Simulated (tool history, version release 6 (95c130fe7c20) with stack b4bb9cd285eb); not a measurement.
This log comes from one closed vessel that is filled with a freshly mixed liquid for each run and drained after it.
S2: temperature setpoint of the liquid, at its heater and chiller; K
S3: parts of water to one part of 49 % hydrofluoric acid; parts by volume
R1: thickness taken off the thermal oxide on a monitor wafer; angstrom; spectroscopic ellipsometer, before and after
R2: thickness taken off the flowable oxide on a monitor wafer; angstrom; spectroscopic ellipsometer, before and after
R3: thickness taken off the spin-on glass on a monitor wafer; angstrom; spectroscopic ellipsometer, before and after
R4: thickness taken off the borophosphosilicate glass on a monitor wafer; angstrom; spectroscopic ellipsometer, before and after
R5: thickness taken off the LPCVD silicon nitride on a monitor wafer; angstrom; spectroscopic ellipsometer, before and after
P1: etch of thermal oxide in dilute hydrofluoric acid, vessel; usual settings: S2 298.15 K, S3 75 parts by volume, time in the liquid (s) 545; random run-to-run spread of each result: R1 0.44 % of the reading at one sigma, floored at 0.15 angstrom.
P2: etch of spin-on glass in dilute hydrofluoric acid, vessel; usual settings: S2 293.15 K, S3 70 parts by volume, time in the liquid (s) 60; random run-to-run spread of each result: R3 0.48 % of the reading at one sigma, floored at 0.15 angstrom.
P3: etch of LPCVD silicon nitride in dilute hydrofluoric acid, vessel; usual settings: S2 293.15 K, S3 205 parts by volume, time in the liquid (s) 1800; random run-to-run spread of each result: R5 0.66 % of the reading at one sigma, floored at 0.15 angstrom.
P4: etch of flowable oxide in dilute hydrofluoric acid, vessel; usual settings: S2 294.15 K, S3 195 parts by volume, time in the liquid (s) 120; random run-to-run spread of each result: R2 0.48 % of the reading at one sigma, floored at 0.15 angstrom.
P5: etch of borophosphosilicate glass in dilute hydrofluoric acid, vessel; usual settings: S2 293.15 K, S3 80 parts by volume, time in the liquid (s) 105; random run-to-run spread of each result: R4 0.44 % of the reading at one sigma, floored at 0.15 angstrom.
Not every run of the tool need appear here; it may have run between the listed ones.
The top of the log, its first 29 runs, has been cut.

{"run": 30, "hour": 246.3, "process that ran": "P1", "S2": 290.65, "S3": 75, "time in the liquid (s)": 110, "R1": 52.562}
{"run": 31, "hour": 252.5, "process that ran": "P5", "S2": 293.15, "S3": 80, "time in the liquid (s)": 105, "R4": 475.06}
{"run": 32, "hour": 258.9, "process that ran": "P1", "S2": 298.15, "S3": 75, "time in the liquid (s)": 545, "R1": 357.2}
{"run": 33, "hour": 265.7, "process that ran": "P5", "S2": 293.15, "S3": 35, "time in the liquid (s)": 105, "R4": 1148.0}
{"run": 34, "hour": 276.8, "process that ran": "P1", "S2": 298.15, "S3": 75, "time in the liquid (s)": 830, "R1": 545.51}
{"run": 35, "hour": 286.6, "process that ran": "P1", "S2": 298.15, "S3": 75, "time in the liquid (s)": 545, "R1": 358.46}
{"run": 36, "hour": 291.9, "process that ran": "P1", "S2": 298.15, "S3": 75, "time in the liquid (s)": 545, "R1": 365.49}
{"run": 37, "hour": 301.6, "process that ran": "P1", "S2": 298.15, "S3": 75, "time in the liquid (s)": 545, "R1": 376.45}
{"run": 38, "hour": 307.5, "process that ran": "P1", "S2": 298.15, "S3": 75, "time in the liquid (s)": 545, "R1": 379.98}
{"run": 39, "hour": 316.4, "process that ran": "P1", "S2": 298.15, "S3": 75, "time in the liquid (s)": 545, "R1": 383.22}
{"run": 40, "hour": 327.5, "process that ran": "P1", "S2": 298.15, "S3": 75, "time in the liquid (s)": 545, "R1": 386.2}

The next listed run, before its measurement:
{"run": 41, "hour": 333.2, "process that ran": "P1", "S2": 298.15, "S3": 75, "time in the liquid (s)": 545, "R1": "?"}

R1: 386.080 angstrom

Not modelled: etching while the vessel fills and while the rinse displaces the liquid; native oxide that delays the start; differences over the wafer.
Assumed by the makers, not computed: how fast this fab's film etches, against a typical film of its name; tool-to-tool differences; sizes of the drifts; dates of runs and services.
